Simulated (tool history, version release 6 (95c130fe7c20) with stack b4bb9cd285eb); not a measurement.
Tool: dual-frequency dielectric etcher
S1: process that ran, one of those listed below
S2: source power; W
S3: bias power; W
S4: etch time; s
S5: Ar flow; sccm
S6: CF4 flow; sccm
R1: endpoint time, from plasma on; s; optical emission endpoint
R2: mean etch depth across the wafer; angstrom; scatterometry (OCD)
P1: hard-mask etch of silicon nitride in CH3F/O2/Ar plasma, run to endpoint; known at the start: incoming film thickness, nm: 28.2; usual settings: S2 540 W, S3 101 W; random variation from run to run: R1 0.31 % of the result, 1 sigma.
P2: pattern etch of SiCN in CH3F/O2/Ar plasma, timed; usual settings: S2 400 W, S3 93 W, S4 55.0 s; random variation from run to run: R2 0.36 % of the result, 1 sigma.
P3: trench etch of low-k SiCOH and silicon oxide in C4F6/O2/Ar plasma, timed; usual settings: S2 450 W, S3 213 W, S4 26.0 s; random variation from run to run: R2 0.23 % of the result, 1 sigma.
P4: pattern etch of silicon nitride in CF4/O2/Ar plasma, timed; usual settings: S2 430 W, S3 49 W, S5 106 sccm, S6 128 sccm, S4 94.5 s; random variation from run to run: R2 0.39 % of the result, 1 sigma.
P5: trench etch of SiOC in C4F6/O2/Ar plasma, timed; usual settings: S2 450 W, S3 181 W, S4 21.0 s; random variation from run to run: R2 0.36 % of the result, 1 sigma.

Run 1, hour 18.2: S1 P1, S2 540 W, S3 101 W. Result: R1 31.901 s.
Run 2, hour 35.0: S1 P2, S2 400 W, S3 93 W, S4 77.0 s. Result: R2 311.82 angstrom.
Run 3, hour 44.3: S1 P5, S2 540 W, S3 181 W, S4 21.0 s. Result: R2 504.07 angstrom.
Run 4, hour 61.7: S1 P4, S2 430 W, S3 49 W, S4 94.5 s, S5 106 sccm, S6 175 sccm. Result: R2 1630.00 angstrom.
Run 5, hour 75.4: S1 P1, S2 340 W, S3 120 W. Result: R1 35.637 s.
Run 6, hour 87.0: S1 P1, S2 540 W, S3 73 W. Result: R1 35.520 s.
Run 7, hour 95.1: S1 P3, S2 340 W, S3 213 W, S4 26.0 s. Result: R2 805.43 angstrom.
Run 8, hour 108.4: S1 P4, S2 430 W, S3 49 W, S4 62.5 s, S5 106 sccm, S6 128 sccm. Result: R2 1031.00 angstrom.
Run 9, hour 123.7: S1 P2, S2 400 W, S3 93 W, S4 55.0 s. Result: R2 223.58 angstrom.
Run 10, hour 134.9: S1 P3, S2 450 W, S3 159 W, S4 26.0 s. Result: R2 820.13 angstrom.
Run 11, hour 144.2: S1 P4, S2 330 W, S3 49 W, S4 94.5 s, S5 106 sccm, S6 128 sccm. Result: R2 1246.20 angstrom.
Run 12, hour 154.9: S1 P1, S2 540 W, S3 121 W. Result: R1 29.829 s.
Run 13, hour 164.0: S1 P3, S2 450 W, S3 213 W, S4 26.0 s. Result: R2 896.39 angstrom.
Run 14, hour 176.0: S1 P2, S2 400 W, S3 76 W, S4 55.0 s. Result: R2 207.03 angstrom.
Run 15, hour 191.5: S1 P2, S2 550 W, S3 93 W, S4 55.0 s. Result: R2 249.94 angstrom.
Run 16, hour 209.7: S1 P5, S2 450 W, S3 181 W, S4 16.5 s. Result: R2 368.16 angstrom.
Run 17, hour 227.8: S1 P1, S2 540 W, S3 101 W. Result: R1 31.965 s.
Run 18, hour 245.9: S1 P1, S2 540 W, S3 101 W. Result: R1 31.968 s.
Run 19, hour 262.9: S1 P5, S2 450 W, S3 181 W, S4 21.0 s. Result: R2 469.46 angstrom.
Run 20, hour 278.5: S1 P1, S2 540 W, S3 101 W. Result: R1 31.769 s.
Run 21, hour 296.3: S1 P1, S2 540 W, S3 101 W. Result: R1 31.896 s.
Run 22, hour 312.8: S1 P1, S2 660 W, S3 101 W. Result: R1 29.567 s.
Run 23, hour 323.8: S1 P4, S2 430 W, S3 49 W, S4 94.5 s, S5 106 sccm, S6 128 sccm. Result: R2 1555.70 angstrom.
Run 24, hour 338.0: S1 P1, S2 540 W, S3 101 W. Result: R1 31.829 s.
Run 25, hour 347.2: S1 P4, S2 430 W, S3 31 W, S4 94.5 s, S5 106 sccm, S6 128 sccm. Result: R2 1335.10 angstrom.
Run 26, hour 364.0: S1 P5, S2 450 W, S3 181 W, S4 21.0 s. Result: R2 469.29 angstrom.
Run 27, hour 376.3: S1 P4, S2 430 W, S3 49 W, S4 94.5 s, S5 137 sccm, S6 128 sccm. Result: R2 1514.00 angstrom.
Run 28, hour 385.7: S1 P1, S2 350 W, S3 101 W. Result: R1 37.757 s.
Run 29, hour 402.1: S1 P5, S2 450 W, S3 111 W, S4 21.0 s. Result: R2 406.74 angstrom.
Run 30, hour 418.3: S1 P3, S2 450 W, S3 213 W, S4 38.0 s. Result: R2 1310.00 angstrom.
Run 31, hour 430.0: S1 P1, S2 540 W, S3 101 W. Result: R1 31.935 s.
Run 32, hour 438.2: S1 P1, S2 540 W, S3 101 W. Result: R1 32.071 s.
Run 33, hour 452.8: S1 P1, S2 540 W, S3 101 W. Result: R1 32.160 s.
Run 34, hour 470.0: S1 P1, S2 540 W, S3 101 W. Result: R1 32.286 s.
Run 35, hour 478.8: S1 P1, S2 540 W, S3 101 W. Result: R1 32.372 s.
At hour 480.3: wet clean of the chamber.
Run 36, hour 493.7: S1 P1, S2 540 W, S3 101 W. Result: R1 32.502 s.
Run 37, hour 504.5: S1 P1, S2 540 W, S3 101 W. Result: R1 32.602 s.
Run 38, hour 517.0: S1 P1, S2 540 W, S3 101 W. Result: R1 32.371 s.
Run 39, hour 534.0: S1 P1, S2 540 W, S3 101 W. Result: R1 32.437 s.

What P1 gives has crept away from where it was. These 2 causes fit the log equally well, each at the size given:
A: bias power that arrives under what is set, % = 4.27
B: source power that arrives under what is set, % = 4.1
The creep began at about hour 430.0.
Why every other cause is out:
chamber walls in a state that lowers the etch rate, %: serviced at hour 480.3, which brought nothing back

4 check runs are offered, each on 2 wafers whose results are averaged, their results left as question marks. Which one tells the causes apart?
Run check 1, hour 551.0: S1 P2, S2 400 W, S3 93 W, S4 55.0 s. Result: R2 ?.
Run check 2, hour 551.0: S1 P3, S2 450 W, S3 213 W, S4 26.0 s. Result: R2 ?.
Run check 3, hour 551.0: S1 P4, S2 430 W, S3 49 W, S4 94.5 s, S5 106 sccm, S6 128 sccm. Result: R2 ?.
Run check 4, hour 551.0: S1 P5, S2 450 W, S3 181 W, S4 21.0 s. Result: R2 ?.

What each check would give under each cause:
  check  result     if A     if B
check 1      R2   219.58   219.73
check 2      R2   885.26   883.42
check 3      R2  1541.70  1510.30
check 4      R2   462.25   461.01
How far apart the two closest causes lie, in the result that separates them most: check 1 0.07 %; check 2 0.21 %; check 3 2.06 %; check 4 0.27 %
Only check 3 tells the causes apart: in the others they would give nearly the same result.

Check 3 was then run and gave: R2 1511.50 angstrom. Which cause is it?

It is B: source power that arrives under what is set, %.
